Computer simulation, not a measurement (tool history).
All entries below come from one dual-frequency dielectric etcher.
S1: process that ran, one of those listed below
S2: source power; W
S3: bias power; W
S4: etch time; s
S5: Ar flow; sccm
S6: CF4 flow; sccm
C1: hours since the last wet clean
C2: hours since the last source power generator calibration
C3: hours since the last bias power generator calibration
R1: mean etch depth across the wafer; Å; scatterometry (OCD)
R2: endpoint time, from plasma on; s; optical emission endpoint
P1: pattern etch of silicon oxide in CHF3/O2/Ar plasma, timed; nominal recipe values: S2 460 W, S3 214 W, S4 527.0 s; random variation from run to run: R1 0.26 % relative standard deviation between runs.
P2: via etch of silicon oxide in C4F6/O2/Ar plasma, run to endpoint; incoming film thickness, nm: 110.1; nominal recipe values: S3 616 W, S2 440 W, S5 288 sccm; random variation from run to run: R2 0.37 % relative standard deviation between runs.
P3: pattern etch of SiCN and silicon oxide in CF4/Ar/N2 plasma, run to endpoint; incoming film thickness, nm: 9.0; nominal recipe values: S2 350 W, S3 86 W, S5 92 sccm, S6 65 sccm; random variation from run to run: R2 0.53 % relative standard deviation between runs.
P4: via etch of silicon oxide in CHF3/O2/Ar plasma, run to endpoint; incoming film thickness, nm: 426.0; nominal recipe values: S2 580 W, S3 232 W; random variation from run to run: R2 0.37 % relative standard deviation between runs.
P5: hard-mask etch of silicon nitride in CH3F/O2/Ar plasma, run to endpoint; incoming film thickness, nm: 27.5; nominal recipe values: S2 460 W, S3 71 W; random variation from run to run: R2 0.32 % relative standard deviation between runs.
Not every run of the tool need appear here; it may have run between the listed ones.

run	hour	S1	S2	S3	S4	S5	S6	C1	C2	C3	R1	R2
1	9.1	P1	460	214	527.0			233.4	1644.4	1700.4	9817.7	
2	22.9	P5	460	97				247.2	1658.2	1714.2		32.0560
3	36.8	P3	350	86		92	65	261.1	1672.1	1728.1		12.1370
4	46.0	P5	460	71				270.3	1681.3	1737.3		35.7660
5	55.3	P5	280	71				279.6	1690.6	1746.6		43.0770
6	71.1	P2	620	616		288		295.4	1706.4	1762.4		19.1060
7	83.0	P1	620	214	527.0			307.3	1718.3	1774.3	10989.0	
8	97.7	P2	440	616		288		322.0	1733.0	1789.0		21.4740
9	110.0	P1	340	214	767.5			334.3	1745.3	1801.3	12815.0	
10	121.7	P3	350	86		60	65	346.0	1757.0	1813.0		11.4090
11	134.9	P4	580	312				359.2	1770.2	1826.2		177.3300
12	148.4	P1	460	214	527.0			372.7	1783.7	1839.7	9858.3	
13	161.7	P3	350	66		92	65	386.0	1797.0	1853.0		13.3100
14	170.1	P3	440	86		92	65	394.4	1805.4	1861.4		9.9017
15	179.8	P1	460	214	527.0			404.1	1815.1	1871.1	9833.9	
16	189.3	P1	310	214	527.0			413.6	1824.6	1880.6	8486.0	
17	198.0	P3	350	86		92	42	422.3	1833.3	1889.3		12.7520
18	212.6	P1	460	214	324.0			436.9	1847.9	1903.9	6047.7	
19	227.1	P3	350	86		92	65	451.4	1862.4	1918.4		12.1450
20	239.2	P1	460	272	527.0			463.5	1874.5	1930.5	10710.0	
21	248.5	P1	460	131	527.0			472.8	1883.8	1939.8	8324.2	
22	264.1	P2	440	748		288		488.4	1899.4	1955.4		19.8950
23	275.1	P2	440	616		409		499.4	1910.4	1966.4		22.2490
24	290.3	P4	360	232				514.6	1925.6	1981.6		235.1500
25	304.9	P1	460	152	359.5			529.2	1940.2	1996.2	5985.2	
# hour 311.9: source power generator calibrated
26	320.9	P5	460	71				545.2	9.1	2012.2		35.9480
27	335.0	P4	580	232				559.3	23.2	2026.3		198.8900
28	349.9	P1	460	214	685.0			574.2	38.1	2041.2	12786.0	
29	358.3	P1	460	214	527.0			582.6	46.5	2049.6	9852.4	
30	368.5	P1	460	214	527.0			592.8	56.7	2059.8	9819.2	
31	381.5	P1	460	214	527.0			605.8	69.7	2072.8	9915.6	
32	391.1	P1	460	214	527.0			615.4	79.3	2082.4	9937.9	
33	401.1	P1	460	214	527.0			625.4	89.3	2092.4	9925.3	
34	415.0	P1	460	214	527.0			639.3	103.2	2106.3	9968.6	
# hour 419.5: wet clean of the chamber
35	429.0	P1	460	214	527.0			9.5	117.2	2120.3	9967.5	
36	438.6	P1	460	214	527.0			19.1	126.8	2129.9	9970.0	
37	454.6	P1	460	214	527.0			35.1	142.8	2145.9	9980.6	
38	465.0	P1	460	214	527.0			45.5	153.2	2156.3	9977.0	

Something has made what P1 gives creep away from where it was; the 2 causes below, each at its own stated size, fit the log equally well:
A: bias power that arrives over what is set, % = 4.34
B: source power that arrives over what is set, % = 4.08
The process output started creeping at around hour 368.5.
Other possible causes, and why each is ruled out:
chamber walls in a state that raises the etch rate, %: its service at hour 419.5 followed the start of the drift and did not put the process back to its old value

Which of the 4 check runs listed below, each an average over 5 wafers with its results shown as question marks, gives clearly different results under the different listed causes?
check 1	475.4	P4	380	292								?
check 2	475.4	P3	410	86		70	65					?
check 3	475.4	P5	300	71								?
check 4	475.4	P2	610	616		389						?

If the cause were each of the candidates in turn, the checks would give the following:
check	result	if A	if B
check 1	R2	209.6300	209.8900
check 2	R2	10.0410	9.8347
check 3	R2	41.5270	41.5190
check 4	R2	19.4620	19.4890
Minimum pairwise separation of causes per check, each pair taken at its best-separating result: check 1 0.12 %; check 2 2.08 %; check 3 0.02 %; check 4 0.14 %
Check 2 is the one run that separates the causes; every other check would come out nearly the same whichever cause is at work.

Check 2 was then run and gave: R2 10.0280 s. Which cause is it?

The correct cause is A, namely: bias power that arrives over what is set, %.
